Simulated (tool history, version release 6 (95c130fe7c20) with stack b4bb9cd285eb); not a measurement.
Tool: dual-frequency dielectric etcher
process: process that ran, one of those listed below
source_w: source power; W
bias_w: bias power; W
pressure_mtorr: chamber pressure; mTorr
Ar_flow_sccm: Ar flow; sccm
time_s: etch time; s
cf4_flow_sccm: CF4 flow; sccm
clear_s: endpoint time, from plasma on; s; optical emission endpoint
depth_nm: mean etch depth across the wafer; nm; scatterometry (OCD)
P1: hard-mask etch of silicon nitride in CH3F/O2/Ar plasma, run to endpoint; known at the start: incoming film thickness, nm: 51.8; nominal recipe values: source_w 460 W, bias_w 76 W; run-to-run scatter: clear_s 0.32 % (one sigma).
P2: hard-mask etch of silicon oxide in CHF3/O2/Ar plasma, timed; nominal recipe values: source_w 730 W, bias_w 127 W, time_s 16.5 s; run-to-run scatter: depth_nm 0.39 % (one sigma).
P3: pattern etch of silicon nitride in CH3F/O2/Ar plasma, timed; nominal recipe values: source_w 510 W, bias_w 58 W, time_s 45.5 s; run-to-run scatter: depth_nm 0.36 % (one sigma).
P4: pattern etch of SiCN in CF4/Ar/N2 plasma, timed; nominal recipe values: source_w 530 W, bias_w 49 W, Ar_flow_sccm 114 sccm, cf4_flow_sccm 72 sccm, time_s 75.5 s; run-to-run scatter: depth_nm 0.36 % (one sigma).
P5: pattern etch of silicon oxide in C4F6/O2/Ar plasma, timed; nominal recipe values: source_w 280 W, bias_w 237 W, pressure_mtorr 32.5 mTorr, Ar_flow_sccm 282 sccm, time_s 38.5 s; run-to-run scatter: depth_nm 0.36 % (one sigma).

Run 1, hour 11.8: process P1, source_w 460 W, bias_w 76 W. Result: clear_s 71.404 s.
Run 2, hour 24.5: process P5, source_w 280 W, bias_w 237 W, pressure_mtorr 32.5 mTorr, Ar_flow_sccm 363 sccm, time_s 38.5 s. Result: depth_nm 116.72 nm.
Run 3, hour 34.9: process P1, source_w 460 W, bias_w 76 W. Result: clear_s 71.423 s.
Run 4, hour 50: process P4, source_w 680 W, bias_w 49 W, Ar_flow_sccm 114 sccm, time_s 75.5 s, cf4_flow_sccm 72 sccm. Result: depth_nm 77.808 nm.
Run 5, hour 61.2: process P1, source_w 600 W, bias_w 76 W. Result: clear_s 64.44 s.
Run 6, hour 69.2: process P3, source_w 510 W, bias_w 58 W, time_s 45.5 s. Result: depth_nm 32.494 nm.
Run 7, hour 83.4: process P3, source_w 510 W, bias_w 58 W, time_s 26.5 s. Result: depth_nm 18.906 nm.
Run 8, hour 92.2: process P1, source_w 460 W, bias_w 92 W. Result: clear_s 66.425 s.
Run 9, hour 105.3: process P1, source_w 460 W, bias_w 76 W. Result: clear_s 71.463 s.
Run 10, hour 113.9: process P5, source_w 280 W, bias_w 237 W, pressure_mtorr 32.5 mTorr, Ar_flow_sccm 282 sccm, time_s 38.5 s. Result: depth_nm 119.23 nm.
Run 11, hour 122.2: process P5, source_w 280 W, bias_w 144 W, pressure_mtorr 32.5 mTorr, Ar_flow_sccm 282 sccm, time_s 38.5 s. Result: depth_nm 101.78 nm.
Run 12, hour 136.1: process P3, source_w 510 W, bias_w 36 W, time_s 45.5 s. Result: depth_nm 28.09 nm.
Run 13, hour 143.5: process P2, source_w 730 W, bias_w 127 W, time_s 9 s. Result: depth_nm 17.125 nm.
Run 14, hour 152.9: process P1, source_w 460 W, bias_w 76 W. Result: clear_s 71.233 s.
Run 15, hour 162: process P2, source_w 730 W, bias_w 77 W, time_s 16.5 s. Result: depth_nm 27.213 nm.
Run 16, hour 177.6: process P3, source_w 720 W, bias_w 58 W, time_s 45.5 s. Result: depth_nm 37.433 nm.
Run 17, hour 185.2: process P1, source_w 280 W, bias_w 76 W. Result: clear_s 85.743 s.
Run 18, hour 200.7: process P5, source_w 190 W, bias_w 237 W, pressure_mtorr 32.5 mTorr, Ar_flow_sccm 282 sccm, time_s 38.5 s. Result: depth_nm 103.28 nm.
Run 19, hour 209.3: process P4, source_w 530 W, bias_w 49 W, Ar_flow_sccm 147 sccm, time_s 75.5 s, cf4_flow_sccm 72 sccm. Result: depth_nm 60.201 nm.
Run 20, hour 218: process P1, source_w 460 W, bias_w 51 W. Result: clear_s 81.334 s.
Run 21, hour 229.5: process P1, source_w 460 W, bias_w 76 W. Result: clear_s 71.236 s.
Run 22, hour 239.6: process P5, source_w 280 W, bias_w 237 W, pressure_mtorr 41 mTorr, Ar_flow_sccm 282 sccm, time_s 38.5 s. Result: depth_nm 116.77 nm.
Run 23, hour 247.6: process P4, source_w 530 W, bias_w 49 W, Ar_flow_sccm 114 sccm, time_s 75.5 s, cf4_flow_sccm 54 sccm. Result: depth_nm 59.485 nm.
Run 24, hour 254.8: process P4, source_w 530 W, bias_w 58 W, Ar_flow_sccm 114 sccm, time_s 75.5 s, cf4_flow_sccm 72 sccm. Result: depth_nm 66.555 nm.
Run 25, hour 267.9: process P4, source_w 530 W, bias_w 49 W, Ar_flow_sccm 114 sccm, time_s 95 s, cf4_flow_sccm 72 sccm. Result: depth_nm 79.44 nm.
Run 26, hour 281.8: process P2, source_w 730 W, bias_w 127 W, time_s 16.5 s. Result: depth_nm 31.196 nm.
Run 27, hour 293.1: process P5, source_w 280 W, bias_w 237 W, pressure_mtorr 32.5 mTorr, Ar_flow_sccm 282 sccm, time_s 30 s. Result: depth_nm 92.973 nm.
Run 28, hour 303.7: process P4, source_w 530 W, bias_w 49 W, Ar_flow_sccm 114 sccm, time_s 75.5 s, cf4_flow_sccm 72 sccm. Result: depth_nm 62.934 nm.
Run 29, hour 311.9: process P1, source_w 650 W, bias_w 104 W. Result: clear_s 55.978 s.
Run 30, hour 320.5: process P2, source_w 550 W, bias_w 127 W, time_s 16.5 s. Result: depth_nm 28.147 nm.
Run 31, hour 336.1: process P1, source_w 460 W, bias_w 76 W. Result: clear_s 71.43 s.
Run 32, hour 350.6: process P1, source_w 460 W, bias_w 76 W. Result: clear_s 71.377 s.
Run 33, hour 362.4: process P1, source_w 460 W, bias_w 76 W. Result: clear_s 72.199 s.
Run 34, hour 370.7: process P1, source_w 460 W, bias_w 76 W. Result: clear_s 72.194 s.
Run 35, hour 378.7: process P1, source_w 460 W, bias_w 76 W. Result: clear_s 72.432 s.
At hour 382.7: wet clean of the chamber.
Run 36, hour 385.9: process P1, source_w 460 W, bias_w 76 W. Result: clear_s 72.029 s.
Run 37, hour 395.9: process P1, source_w 460 W, bias_w 76 W. Result: clear_s 72.456 s.

Expected results for the next run?
Run 38, hour 411.2: process P1, source_w 460 W, bias_w 76 W. Result: clear_s ?.

Run 38 produced clear_s 72.492 s.
